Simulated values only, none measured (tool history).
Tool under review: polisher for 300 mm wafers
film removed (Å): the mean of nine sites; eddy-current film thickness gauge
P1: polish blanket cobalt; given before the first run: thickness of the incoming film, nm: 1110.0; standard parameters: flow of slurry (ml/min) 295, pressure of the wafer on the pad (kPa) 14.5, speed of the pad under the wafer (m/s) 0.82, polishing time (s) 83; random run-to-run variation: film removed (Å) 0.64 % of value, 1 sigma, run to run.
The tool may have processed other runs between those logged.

run,hour,flow of slurry (ml/min),pressure of the wafer on the pad (kPa),speed of the pad under the wafer (m/s),polishing time (s),film removed (Å)
1,8.8,295,14.5,0.82,83,3790.9
2,15,295,8.3,0.82,83,2170.3
3,24.7,295,14.5,0.46,83,2115.3
4,31.9,175,14.5,0.82,83,3544.8
5,39.2,295,14.5,0.82,49,2238.7
6,47,295,14.5,0.82,118,5420.9
7,53.6,295,14.5,0.82,83,3786.2
8,61.3,295,14.5,0.82,83,3801.5
9,68.7,295,14.5,1.16,83,5371
# hour 70.3: worn pad replaced by a new one
10,73.6,295,19.3,0.82,83,5010.3
11,81.9,405,14.5,0.82,83,3891.4
12,88,295,14.5,1.16,39,2510.2
13,96.1,295,14.5,0.82,83,3834.5
14,103.2,295,14.5,0.82,83,3814
15,109.6,295,14.5,0.82,83,3801.7
16,118.4,295,14.5,0.82,83,3682.3
17,123.5,295,14.5,0.82,83,3640.6
# hour 130: worn pad replaced by a new one
18,130.1,295,14.5,0.82,83,3628.8
19,134.5,295,14.5,0.82,83,3597.3

Run 20, settings as shown, results not yet in. Your forecast:
20,141.4,295,14.5,0.82,83,?

{"run 20": {"film removed (Å)": 3610.6}}
